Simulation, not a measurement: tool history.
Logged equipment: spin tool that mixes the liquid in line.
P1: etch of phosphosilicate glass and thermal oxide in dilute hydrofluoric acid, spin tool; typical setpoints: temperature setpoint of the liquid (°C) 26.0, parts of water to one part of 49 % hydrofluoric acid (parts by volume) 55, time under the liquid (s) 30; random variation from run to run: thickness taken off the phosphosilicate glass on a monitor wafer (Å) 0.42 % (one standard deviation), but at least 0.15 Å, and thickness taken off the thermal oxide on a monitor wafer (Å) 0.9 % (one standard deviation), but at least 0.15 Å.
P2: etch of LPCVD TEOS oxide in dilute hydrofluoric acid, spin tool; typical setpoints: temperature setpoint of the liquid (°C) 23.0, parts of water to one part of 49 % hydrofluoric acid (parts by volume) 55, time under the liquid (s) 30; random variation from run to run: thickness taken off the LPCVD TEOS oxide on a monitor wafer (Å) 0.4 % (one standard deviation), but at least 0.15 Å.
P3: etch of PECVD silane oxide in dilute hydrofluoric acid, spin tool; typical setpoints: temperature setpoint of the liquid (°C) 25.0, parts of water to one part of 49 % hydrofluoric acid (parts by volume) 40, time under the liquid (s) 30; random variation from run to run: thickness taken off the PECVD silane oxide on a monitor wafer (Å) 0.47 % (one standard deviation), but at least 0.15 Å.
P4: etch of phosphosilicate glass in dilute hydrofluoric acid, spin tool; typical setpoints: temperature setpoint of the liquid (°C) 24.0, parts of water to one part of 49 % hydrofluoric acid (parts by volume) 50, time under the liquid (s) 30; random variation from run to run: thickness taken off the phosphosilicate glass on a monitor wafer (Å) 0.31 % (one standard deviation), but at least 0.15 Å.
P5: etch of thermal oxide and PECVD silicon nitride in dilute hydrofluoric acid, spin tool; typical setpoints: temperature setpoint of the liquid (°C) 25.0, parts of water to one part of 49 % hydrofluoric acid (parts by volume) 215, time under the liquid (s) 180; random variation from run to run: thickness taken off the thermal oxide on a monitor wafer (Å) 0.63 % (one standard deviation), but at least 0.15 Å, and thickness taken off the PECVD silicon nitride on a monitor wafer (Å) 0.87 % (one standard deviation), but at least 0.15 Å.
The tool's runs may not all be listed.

run,day,process that ran,temperature setpoint of the liquid (°C),parts of water to one part of 49 % hydrofluoric acid (parts by volume),time under the liquid (s),thickness taken off the phosphosilicate glass on a monitor wafer (Å),thickness taken off the thermal oxide on a monitor wafer (Å),thickness taken off the PECVD silane oxide on a monitor wafer (Å),thickness taken off the PECVD silicon nitride on a monitor wafer (Å),thickness taken off the LPCVD TEOS oxide on a monitor wafer (Å)
1,0.612,P1,26.0,55,30,821.89,31.1850,,,
2,1.267,P1,26.0,90,30,479.29,17.8060,,,
3,1.767,P1,26.0,20,30,2377.40,90.9270,,,
4,2.500,P3,25.0,40,30,,,352.47,,
5,3.083,P3,25.0,40,30,,,349.89,,
6,3.767,P5,25.0,215,180,,36.1180,,30.8780,
7,4.267,P2,23.0,55,55,,,,,269.77
8,4.921,P1,26.0,55,30,816.57,31.2590,,,
9,5.412,P3,25.0,40,15,,,174.23,,
10,5.771,P4,27.5,50,30,674.79,,,,
11,6.400,P5,25.0,40,180,,238.1200,,163.3700,
12,6.867,P1,20.0,55,30,641.14,24.6000,,,
13,7.233,P1,26.0,55,30,822.62,31.0620,,,
14,7.704,P2,23.0,20,30,,,,,425.97
15,8.129,P1,26.0,55,30,822.21,31.0490,,,
16,8.533,P3,17.5,40,30,,,255.01,,
17,9.000,P1,26.0,55,15,409.51,15.6530,,,
18,9.675,P1,26.0,55,45,1238.80,47.3260,,,
19,10.204,P2,30.0,55,30,,,,,196.26
20,10.567,P3,25.0,65,30,,,209.10,,
21,11.362,P5,29.0,215,180,,41.7930,,38.8010,
22,11.721,P1,26.0,55,30,819.09,31.5600,,,
23,12.350,P1,34.0,55,30,1123.50,43.2210,,,
24,12.704,P4,24.0,50,30,584.78,,,,
25,13.417,P1,33.5,55,15,551.70,20.6520,,,
26,13.808,P5,25.0,215,45,,8.8038,,7.6499,
27,14.400,P2,23.0,55,30,,,,,146.58
28,14.871,P1,22.0,55,55,1275.20,47.1380,,,
29,15.296,P2,23.0,55,30,,,,,148.31

Expected results for the next run?
30,15.692,P4,24.0,50,55,?,,,,

thickness taken off the phosphosilicate glass on a monitor wafer (Å): 1068.10

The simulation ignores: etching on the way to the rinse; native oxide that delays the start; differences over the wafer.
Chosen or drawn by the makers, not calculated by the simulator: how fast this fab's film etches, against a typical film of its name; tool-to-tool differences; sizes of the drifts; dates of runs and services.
